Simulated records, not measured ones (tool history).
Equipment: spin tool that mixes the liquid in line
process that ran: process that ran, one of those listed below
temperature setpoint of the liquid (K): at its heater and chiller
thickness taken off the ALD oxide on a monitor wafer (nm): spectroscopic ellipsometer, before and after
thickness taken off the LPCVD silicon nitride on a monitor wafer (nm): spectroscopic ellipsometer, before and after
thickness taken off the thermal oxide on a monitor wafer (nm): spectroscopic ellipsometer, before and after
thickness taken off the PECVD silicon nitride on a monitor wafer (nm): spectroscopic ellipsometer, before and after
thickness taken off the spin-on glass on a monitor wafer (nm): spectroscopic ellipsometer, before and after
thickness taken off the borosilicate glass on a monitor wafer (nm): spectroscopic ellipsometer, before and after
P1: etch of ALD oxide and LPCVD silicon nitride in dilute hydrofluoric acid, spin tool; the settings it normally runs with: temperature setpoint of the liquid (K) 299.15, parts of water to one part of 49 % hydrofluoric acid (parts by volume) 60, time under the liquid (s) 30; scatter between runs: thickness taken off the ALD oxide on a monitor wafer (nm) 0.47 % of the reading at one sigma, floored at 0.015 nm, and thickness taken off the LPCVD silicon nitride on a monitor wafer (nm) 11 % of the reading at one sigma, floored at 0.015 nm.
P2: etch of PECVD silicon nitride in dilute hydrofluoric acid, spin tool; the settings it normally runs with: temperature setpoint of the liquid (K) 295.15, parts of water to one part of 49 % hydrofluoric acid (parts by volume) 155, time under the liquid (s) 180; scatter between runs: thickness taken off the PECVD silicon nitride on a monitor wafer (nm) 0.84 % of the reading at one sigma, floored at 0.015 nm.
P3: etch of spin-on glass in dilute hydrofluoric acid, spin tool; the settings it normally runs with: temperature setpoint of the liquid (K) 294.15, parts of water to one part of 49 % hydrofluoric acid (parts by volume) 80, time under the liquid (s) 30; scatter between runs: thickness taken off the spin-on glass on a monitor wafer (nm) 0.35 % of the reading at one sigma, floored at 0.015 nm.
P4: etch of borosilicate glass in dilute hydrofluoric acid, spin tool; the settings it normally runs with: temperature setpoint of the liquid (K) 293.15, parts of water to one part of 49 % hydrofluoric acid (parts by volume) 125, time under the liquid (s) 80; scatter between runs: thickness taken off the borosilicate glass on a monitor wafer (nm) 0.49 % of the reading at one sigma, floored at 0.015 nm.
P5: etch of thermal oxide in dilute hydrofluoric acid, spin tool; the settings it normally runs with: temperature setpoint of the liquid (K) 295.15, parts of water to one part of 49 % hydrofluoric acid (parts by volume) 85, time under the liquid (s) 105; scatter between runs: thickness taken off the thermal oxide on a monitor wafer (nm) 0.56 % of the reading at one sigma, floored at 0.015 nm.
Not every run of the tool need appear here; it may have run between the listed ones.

run	hour	process that ran	temperature setpoint of the liquid (K)	parts of water to one part of 49 % hydrofluoric acid (parts by volume)	time under the liquid (s)	hours since the thermometer was replaced	hours since the hydrofluoric acid flow meter was replaced	thickness taken off the ALD oxide on a monitor wafer (nm)	thickness taken off the LPCVD silicon nitride on a monitor wafer (nm)	thickness taken off the thermal oxide on a monitor wafer (nm)	thickness taken off the PECVD silicon nitride on a monitor wafer (nm)	thickness taken off the spin-on glass on a monitor wafer (nm)	thickness taken off the borosilicate glass on a monitor wafer (nm)
1	5.4	P1	299.15	60	30	254.8	724.3	8.7611	0.15045				
2	14.0	P1	303.65	60	30	263.4	732.9	10.4530	0.35680				
3	23.6	P5	295.15	85	105	273.0	742.5			5.39860			
4	32.4	P5	290.15	85	105	281.8	751.3			4.42810			
5	39.0	P5	295.15	85	15	288.4	757.9			0.77927			
6	49.7	P2	295.15	155	180	299.1	768.6				3.1935		
7	57.1	P1	299.15	35	15	306.5	776.0	7.7434	0.19035				
8	65.3	P3	294.15	80	30	314.7	784.2					12.958	
9	76.1	P2	295.15	155	270	325.5	795.0				4.8188		
# hour 78.7: thermometer replaced
10	82.4	P3	290.15	80	30	3.8	801.3					10.986	
11	88.1	P2	290.15	155	180	9.5	807.0				2.2969		
12	95.0	P1	299.15	20	30	16.4	813.9	27.6030	0.75532				
13	105.2	P4	293.15	125	80	26.6	824.1						22.1820
14	115.9	P4	293.15	125	80	37.3	834.8						22.0920
15	123.2	P3	294.15	20	30	44.6	842.1					55.299	
16	130.1	P2	295.15	85	180	51.5	849.0				5.7408		
17	140.8	P4	293.15	125	20	62.2	859.7						5.4673
18	149.6	P1	299.15	60	55	71.0	868.5	16.0730	0.46831				
19	156.2	P1	299.15	60	30	77.6	875.1	8.7349	0.25206				
20	166.3	P1	299.15	60	30	87.7	885.2	8.7702	0.21414				
21	171.6	P5	295.15	115	105	93.0	890.5			3.82830			
22	178.1	P3	294.15	80	45	99.5	897.0					19.464	
23	187.8	P1	299.15	60	15	109.2	906.7	4.4188	0.12390				
24	197.8	P4	293.15	25	80	119.2	916.7						125.5600
25	207.4	P5	295.15	85	105	128.8	926.3			5.42030			
26	212.4	P1	299.15	110	30	133.8	931.3	4.4780	0.16508				
27	219.0	P1	299.15	60	30	140.4	937.9	8.7210	0.23561				
28	226.2	P1	299.15	105	45	147.6	945.1	7.1418	0.19228				
29	235.5	P4	298.15	125	80	156.9	954.4						27.1910
30	244.5	P1	292.65	60	30	165.9	963.4	6.7165	0.11836				
31	252.7	P1	299.15	60	30	174.1	971.6	8.7459	0.24836				
32	259.1	P1	299.15	60	30	180.5	978.0	8.4804	0.21167				
33	267.2	P1	299.15	60	30	188.6	986.1	8.3590	0.20606				
34	273.7	P1	299.15	60	30	195.1	992.6	8.2669	0.22859				
35	279.3	P1	299.15	60	30	200.7	998.2	8.2486	0.22954				
36	284.7	P1	299.15	60	30	206.1	1003.6	8.1925	0.23208				
37	292.5	P1	299.15	60	30	213.9	1011.4	8.2114	0.20342				

P1 no longer gives what it gave before; its output has crept away from where it was. The following 2 causes, each at its listed size, fit the log equally well:
A: hydrofluoric acid flow below the setpoint (%) = 5.83
B: liquid colder than its thermometer reads (K) = 1.62
The drift started at roughly hour 252.7.

Of the 4 check runs below, each run on 3 wafers with the results averaged and each result still a question mark, which one would tell the listed causes apart?
check 1	300.3	P5	295.15	85	105					?			
check 2	300.3	P3	294.15	80	30							?	
check 3	300.3	P2	295.15	155	180						?		
check 4	300.3	P4	293.15	125	80								?

What each check would give under each cause:
check	result	if A	if B
check 1	thickness taken off the thermal oxide on a monitor wafer (nm)	5.03410	5.03320
check 2	thickness taken off the spin-on glass on a monitor wafer (nm)	12.141	12.124
check 3	thickness taken off the PECVD silicon nitride on a monitor wafer (nm)	3.0198	2.8785
check 4	thickness taken off the borosilicate glass on a monitor wafer (nm)	20.7150	20.7650
Minimum pairwise separation of causes per check, each pair taken at its best-separating result: check 1 0.02 %; check 2 0.15 %; check 3 4.79 %; check 4 0.24 %
Only check 3 tells the causes apart: in the others they would give nearly the same result.

Then check 3 was run and gave: thickness taken off the PECVD silicon nitride on a monitor wafer (nm) 2.8978. Which cause is it?

B is the cause: liquid colder than its thermometer reads (K).
